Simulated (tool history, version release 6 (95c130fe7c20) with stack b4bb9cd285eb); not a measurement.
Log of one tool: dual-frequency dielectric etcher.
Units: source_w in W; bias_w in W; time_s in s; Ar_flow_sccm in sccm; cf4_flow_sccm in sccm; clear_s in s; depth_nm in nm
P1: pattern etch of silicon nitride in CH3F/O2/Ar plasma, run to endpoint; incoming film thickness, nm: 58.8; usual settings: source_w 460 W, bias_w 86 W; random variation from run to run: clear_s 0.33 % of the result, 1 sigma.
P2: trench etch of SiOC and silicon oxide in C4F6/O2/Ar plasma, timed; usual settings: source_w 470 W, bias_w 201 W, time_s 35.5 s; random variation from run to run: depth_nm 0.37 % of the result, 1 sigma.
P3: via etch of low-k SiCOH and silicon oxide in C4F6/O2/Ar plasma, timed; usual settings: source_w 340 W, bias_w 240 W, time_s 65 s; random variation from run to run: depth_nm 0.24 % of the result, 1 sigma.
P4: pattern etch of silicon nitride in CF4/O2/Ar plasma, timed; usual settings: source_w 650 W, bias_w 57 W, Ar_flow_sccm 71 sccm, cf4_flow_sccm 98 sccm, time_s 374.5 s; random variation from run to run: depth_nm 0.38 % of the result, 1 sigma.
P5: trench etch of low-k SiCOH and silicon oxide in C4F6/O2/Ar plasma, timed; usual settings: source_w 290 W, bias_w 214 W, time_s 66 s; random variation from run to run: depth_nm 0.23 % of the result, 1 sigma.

| run | hour | process | source_w | bias_w | time_s | Ar_flow_sccm | cf4_flow_sccm | hours since the last wet clean | hours since the last source power generator calibration | hours since the last bias power generator calibration | clear_s | depth_nm |
|---|---|---|---|---|---|---|---|---|---|---|---|---|
| 1 | 13.8 | P1 | 460 | 86 |  |  |  | 278.2 | 928.7 | 1747.7 | 73.998 |  |
| 2 | 27.5 | P1 | 460 | 86 |  |  |  | 291.9 | 942.4 | 1761.4 | 73.909 |  |
| 3 | 37.2 | P2 | 660 | 201 | 35.5 |  |  | 301.6 | 952.1 | 1771.1 |  | 91.765 |
| 4 | 50.2 | P1 | 380 | 71 |  |  |  | 314.6 | 965.1 | 1784.1 | 84.479 |  |
| 5 | 62 | P1 | 340 | 86 |  |  |  | 326.4 | 976.9 | 1795.9 | 82.882 |  |
| 6 | 71.3 | P1 | 460 | 86 |  |  |  | 335.7 | 986.2 | 1805.2 | 73.919 |  |
| 7 | 79.2 | P1 | 460 | 86 |  |  |  | 343.6 | 994.1 | 1813.1 | 73.61 |  |
| 8 | 92.7 | P5 | 290 | 152 | 66 |  |  | 357.1 | 1007.6 | 1826.6 |  | 175.44 |
| 9 | 104.2 | P5 | 360 | 214 | 66 |  |  | 368.6 | 1019.1 | 1838.1 |  | 213.16 |
| 10 | 117.1 | P4 | 650 | 57 | 374.5 | 71 | 64 | 381.5 | 1032 | 1851 |  | 908.54 |
| 11 | 128.2 | P1 | 460 | 108 |  |  |  | 392.6 | 1043.1 | 1862.1 | 67.919 |  |
| 12 | 140.8 | P1 | 460 | 65 |  |  |  | 405.2 | 1055.7 | 1874.7 | 80.878 |  |
| 13 | 152.2 | P1 | 600 | 109 |  |  |  | 416.6 | 1067.1 | 1886.1 | 61.356 |  |
| 14 | 164.2 | P1 | 610 | 86 |  |  |  | 428.6 | 1079.1 | 1898.1 | 65.965 |  |
| 15 | 175.4 | P3 | 340 | 240 | 65 |  |  | 439.8 | 1090.3 | 1909.3 |  | 188.33 |
| 16 | 187.4 | P3 | 340 | 333 | 65 |  |  | 451.8 | 1102.3 | 1921.3 |  | 209.73 |
| 17 | 195.7 | P5 | 290 | 214 | 84.5 |  |  | 460.1 | 1110.6 | 1929.6 |  | 252.04 |
| 18 | 207.1 | P1 | 600 | 54 |  |  |  | 471.5 | 1122 | 1941 | 77.476 |  |
| 19 | 216.3 | P4 | 650 | 57 | 374.5 | 71 | 98 | 480.7 | 1131.2 | 1950.2 |  | 955.03 |
| 20 | 228.7 | P3 | 340 | 240 | 36 |  |  | 493.1 | 1143.6 | 1962.6 |  | 103.92 |
| 21 | 236.8 | P2 | 470 | 201 | 20.5 |  |  | 501.2 | 1151.7 | 1970.7 |  | 46.394 |
| 22 | 244.9 | P1 | 460 | 86 |  |  |  | 509.3 | 1159.8 | 1978.8 | 73.745 |  |
| 23 | 255.1 | P3 | 450 | 240 | 65 |  |  | 519.5 | 1170 | 1989 |  | 209.06 |
| 24 | 261.9 | P4 | 650 | 57 | 262 | 71 | 98 | 526.3 | 1176.8 | 1995.8 |  | 670.71 |
| 25 | 268.7 | P5 | 290 | 214 | 66 |  |  | 533.1 | 1183.6 | 2002.6 |  | 195.33 |
| 26 | 279 | P4 | 650 | 57 | 374.5 | 92 | 98 | 543.4 | 1193.9 | 2012.9 |  | 925.93 |
| 27 | 288.7 | P2 | 470 | 119 | 35.5 |  |  | 553.1 | 1203.6 | 2022.6 |  | 68.597 |
| 28 | 303.1 | P2 | 470 | 201 | 35.5 |  |  | 567.5 | 1218 | 2037 |  | 80.361 |
| 29 | 316.8 | P4 | 650 | 76 | 374.5 | 71 | 98 | 581.2 | 1231.7 | 2050.7 |  | 1065 |
| 30 | 330.5 | P4 | 410 | 57 | 374.5 | 71 | 98 | 594.9 | 1245.4 | 2064.4 |  | 641.63 |
| 31 | 336.9 | P1 | 460 | 86 |  |  |  | 601.3 | 1251.8 | 2070.8 | 73.505 |  |
| 32 | 349.5 | P1 | 460 | 86 |  |  |  | 613.9 | 1264.4 | 2083.4 | 72.79 |  |
| 33 | 359.3 | P1 | 460 | 86 |  |  |  | 623.7 | 1274.2 | 2093.2 | 73.022 |  |
| 34 | 370.6 | P1 | 460 | 86 |  |  |  | 635 | 1285.5 | 2104.5 | 72.391 |  |
| 35 | 382.5 | P1 | 460 | 86 |  |  |  | 646.9 | 1297.4 | 2116.4 | 72.944 |  |
| 36 | 390.2 | P1 | 460 | 86 |  |  |  | 654.6 | 1305.1 | 2124.1 | 72.242 |  |
|  | 392.9 | wet clean of the chamber |
| 37 | 404 | P1 | 460 | 86 |  |  |  | 11.1 | 1318.9 | 2137.9 | 72.549 |  |

The next listed run, before its measurement:
| 38 | 417.2 | P1 | 460 | 86 |  |  |  | 24.3 | 1332.1 | 2151.1 | ? |  |

{"run 38": {"clear_s": 72.297}}
